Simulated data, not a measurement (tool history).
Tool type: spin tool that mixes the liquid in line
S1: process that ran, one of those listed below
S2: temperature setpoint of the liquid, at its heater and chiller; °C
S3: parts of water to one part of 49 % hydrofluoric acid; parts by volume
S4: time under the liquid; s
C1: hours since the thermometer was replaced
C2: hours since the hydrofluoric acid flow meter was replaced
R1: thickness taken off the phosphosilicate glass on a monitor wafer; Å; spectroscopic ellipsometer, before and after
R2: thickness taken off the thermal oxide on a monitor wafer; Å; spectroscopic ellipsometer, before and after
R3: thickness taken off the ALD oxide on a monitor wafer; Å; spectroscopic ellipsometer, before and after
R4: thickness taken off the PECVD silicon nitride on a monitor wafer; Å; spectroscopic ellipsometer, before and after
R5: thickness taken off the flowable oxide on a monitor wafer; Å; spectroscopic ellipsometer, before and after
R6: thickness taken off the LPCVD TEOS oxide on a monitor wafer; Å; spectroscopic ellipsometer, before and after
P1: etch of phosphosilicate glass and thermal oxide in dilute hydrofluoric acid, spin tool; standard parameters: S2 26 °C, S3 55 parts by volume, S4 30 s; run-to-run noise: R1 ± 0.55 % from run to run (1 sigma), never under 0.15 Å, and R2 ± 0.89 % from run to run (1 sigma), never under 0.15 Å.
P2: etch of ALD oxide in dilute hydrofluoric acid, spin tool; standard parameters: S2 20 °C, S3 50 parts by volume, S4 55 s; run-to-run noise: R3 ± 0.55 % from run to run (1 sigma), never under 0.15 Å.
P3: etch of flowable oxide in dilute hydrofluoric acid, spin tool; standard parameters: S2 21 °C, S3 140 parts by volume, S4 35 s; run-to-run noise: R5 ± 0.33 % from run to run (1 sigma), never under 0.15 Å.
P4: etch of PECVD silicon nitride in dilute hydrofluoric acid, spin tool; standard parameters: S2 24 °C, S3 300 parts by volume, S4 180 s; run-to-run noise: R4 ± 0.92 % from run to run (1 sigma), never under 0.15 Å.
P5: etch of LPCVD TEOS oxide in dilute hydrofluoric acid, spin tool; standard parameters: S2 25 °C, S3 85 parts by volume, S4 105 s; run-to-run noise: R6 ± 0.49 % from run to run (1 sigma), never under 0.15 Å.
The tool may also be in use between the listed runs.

run 1 day=0.329 | S1=P1 S2=26 S3=55 S4=30 | C1=362 C2=186.1 | R1=746.42 R2=28.319
run 2 day=0.667 | S1=P2 S2=20 S3=50 S4=15 | C1=370.1 C2=194.2 | R3=85.519
run 3 day=0.854 | S1=P2 S2=20 S3=50 S4=55 | C1=374.6 C2=198.7 | R3=310.26
run 4 day=1.154 | S1=P4 S2=24 S3=300 S4=335 | C1=381.8 C2=205.9 | R4=52.754
run 5 day=1.429 | S1=P3 S2=21 S3=140 S4=35 | C1=388.4 C2=212.5 | R5=67.163
run 6 day=1.596 | S1=P1 S2=26 S3=55 S4=55 | C1=392.4 C2=216.5 | R1=1366.7 R2=52.182
run 7 day=1.967 | S1=P1 S2=31.5 S3=55 S4=60 | C1=401.3 C2=225.4 | R1=1853.3 R2=70.883
run 8 day=2.179 | S1=P3 S2=21 S3=45 S4=35 | C1=406.4 C2=230.5 | R5=232.9
run 9 day=2.454 | S1=P1 S2=26 S3=55 S4=30 | C1=413 C2=237.1 | R1=749.42 R2=28.769
run 10 day=2.667 | S1=P2 S2=20 S3=90 S4=55 | C1=418.1 C2=242.2 | R3=165.99
run 11 day=2.983 | S1=P4 S2=24 S3=300 S4=180 | C1=425.7 C2=249.8 | R4=28.914
run 12 day=3.212 | S1=P5 S2=25 S3=85 S4=190 | C1=431.2 C2=255.3 | R6=532.3
run 13 day=3.55 | S1=P1 S2=20.5 S3=20 S4=30 | C1=439.3 C2=263.4 | R1=1702.6 R2=66.435
run 14 day=3.9 | S1=P1 S2=26 S3=95 S4=30 | C1=447.7 C2=271.8 | R1=411.45 R2=15.89
run 15 day=4.096 | S1=P1 S2=26 S3=55 S4=30 | C1=452.4 C2=276.5 | R1=749.49 R2=28.762
run 16 day=4.321 | S1=P1 S2=26 S3=30 S4=30 | C1=457.8 C2=281.9 | R1=1411.9 R2=54.314
run 17 day=4.638 | S1=P5 S2=25 S3=40 S4=105 | C1=465.4 C2=289.5 | R6=655.95
run 18 day=4.921 | S1=P3 S2=21 S3=140 S4=15 | C1=472.2 C2=296.3 | R5=28.783
run 19 day=5.246 | S1=P3 S2=17 S3=140 S4=35 | C1=480 C2=304.1 | R5=56.918
run 20 day=5.408 | S1=P4 S2=24 S3=110 S4=180 | C1=483.9 C2=308 | R4=78.785
run 21 day=5.646 | S1=P4 S2=32 S3=300 S4=180 | C1=489.6 C2=313.7 | R4=45.73
run 22 day=5.912 | S1=P2 S2=17 S3=50 S4=55 | C1=496 C2=320.1 | R3=272.66
run 23 day=6.079 | S1=P3 S2=21 S3=140 S4=35 | C1=500 C2=324.1 | R5=67.388
run 24 day=6.412 | S1=P1 S2=18 S3=55 S4=30 | C1=508 C2=332.1 | R1=537.83 R2=20.775
run 25 day=6.746 | S1=P1 S2=26 S3=55 S4=15 | C1=516 C2=340.1 | R1=372.97 R2=14.152
run 26 day=7.046 | S1=P1 S2=26 S3=55 S4=30 | C1=523.2 C2=347.3 | R1=742.14 R2=28.52
run 27 day=7.333 | S1=P5 S2=20 S3=85 S4=105 | C1=530.1 C2=354.2 | R6=239.49
run 28 day=7.617 | S1=P1 S2=26 S3=55 S4=30 | C1=536.9 C2=361 | R1=747.76 R2=28.878
run 29 day=7.821 | S1=P1 S2=31 S3=55 S4=30 | C1=541.8 C2=365.9 | R1=917.05 R2=34.923
run 30 day=8.138 | S1=P1 S2=26 S3=55 S4=30 | C1=549.4 C2=373.5 | R1=745.91 R2=28.908
run 31 day=8.312 | S1=P2 S2=20 S3=50 S4=55 | C1=553.6 C2=377.7 | R3=312.37
run 32 day=8.517 | S1=P5 S2=25 S3=85 S4=105 | C1=558.5 C2=382.6 | R6=293.9
run 33 day=8.854 | S1=P1 S2=26 S3=20 S4=50 | C1=566.6 C2=390.7 | R1=3604.1 R2=138.87
run 34 day=9.075 | S1=P1 S2=26 S3=55 S4=30 | C1=571.9 C2=396 | R1=751.31 R2=28.899
run 35 day=9.438 | S1=P1 S2=26 S3=55 S4=30 | C1=580.6 C2=404.7 | R1=774.45 R2=29.544
run 36 day=9.708 | S1=P1 S2=26 S3=55 S4=30 | C1=587.1 C2=411.2 | R1=781.3 R2=29.355
run 37 day=9.988 | S1=P1 S2=26 S3=55 S4=30 | C1=593.8 C2=417.9 | R1=791.58 R2=30.219
run 38 day=10.246 | S1=P1 S2=26 S3=55 S4=30 | C1=600 C2=424.1 | R1=794.26 R2=30.548
run 39 day=10.479 | S1=P1 S2=26 S3=55 S4=30 | C1=605.6 C2=429.7 | R1=797.53 R2=30.149
run 40 day=10.783 | S1=P1 S2=26 S3=55 S4=30 | C1=612.9 C2=437 | R1=798.87 R2=30.888
run 41 day=11 | S1=P1 S2=26 S3=55 S4=30 | C1=618.1 C2=442.2 | R1=799.47 R2=30.395
run 42 day=11.312 | S1=P1 S2=26 S3=55 S4=30 | C1=625.6 C2=449.7 | R1=808.62 R2=31.209
run 43 day=11.625 | S1=P1 S2=26 S3=55 S4=30 | C1=633.1 C2=457.2 | R1=809.15 R2=30.726
run 44 day=11.996 | S1=P1 S2=26 S3=55 S4=30 | C1=642 C2=466.1 | R1=801.99 R2=31.046

P1 has crept away from where it was. The log is fitted equally well by each of these 2 causes, at the sizes shown:
A: hydrofluoric acid flow above the setpoint (%) = 6.93
B: liquid hotter than its thermometer reads (K) = 1.8
The onset of the drift is placed at about day 9.075.

You are offered 4 check runs, listed below with question marks in place of their results; each one averages 5 wafers. Which run separates the listed causes by giving clearly different results for each?
run check 1 day=12.367 | S1=P2 S2=20 S3=75 S4=15 | R3=?
run check 2 day=12.367 | S1=P5 S2=22 S3=85 S4=170 | R6=?
run check 3 day=12.367 | S1=P4 S2=30 S3=300 S4=180 | R4=?
run check 4 day=12.367 | S1=P3 S2=21 S3=95 S4=35 | R5=?

If the cause were each of the candidates in turn, the checks would give the following:
check=check_1 result=R3 if_A=59.045 if_B=59.159
check=check_2 result=R6 if_A=452.53 if_B=452.15
check=check_3 result=R4 if_A=44.182 if_B=45.693
check=check_4 result=R5 if_A=112.09 if_B=111.95
Per-check spread between the two closest causes, in the result where they differ most: check 1 0.19 %; check 2 0.09 %; check 3 3.36 %; check 4 0.12 %
The other checks would show nearly matching results whichever cause is true, so check 3 is the only one that separates the causes.

Check 3 has now been run. It gave: R4 45.75 Å. Which of the candidate causes is it?

It was cause B: liquid hotter than its thermometer reads (K).
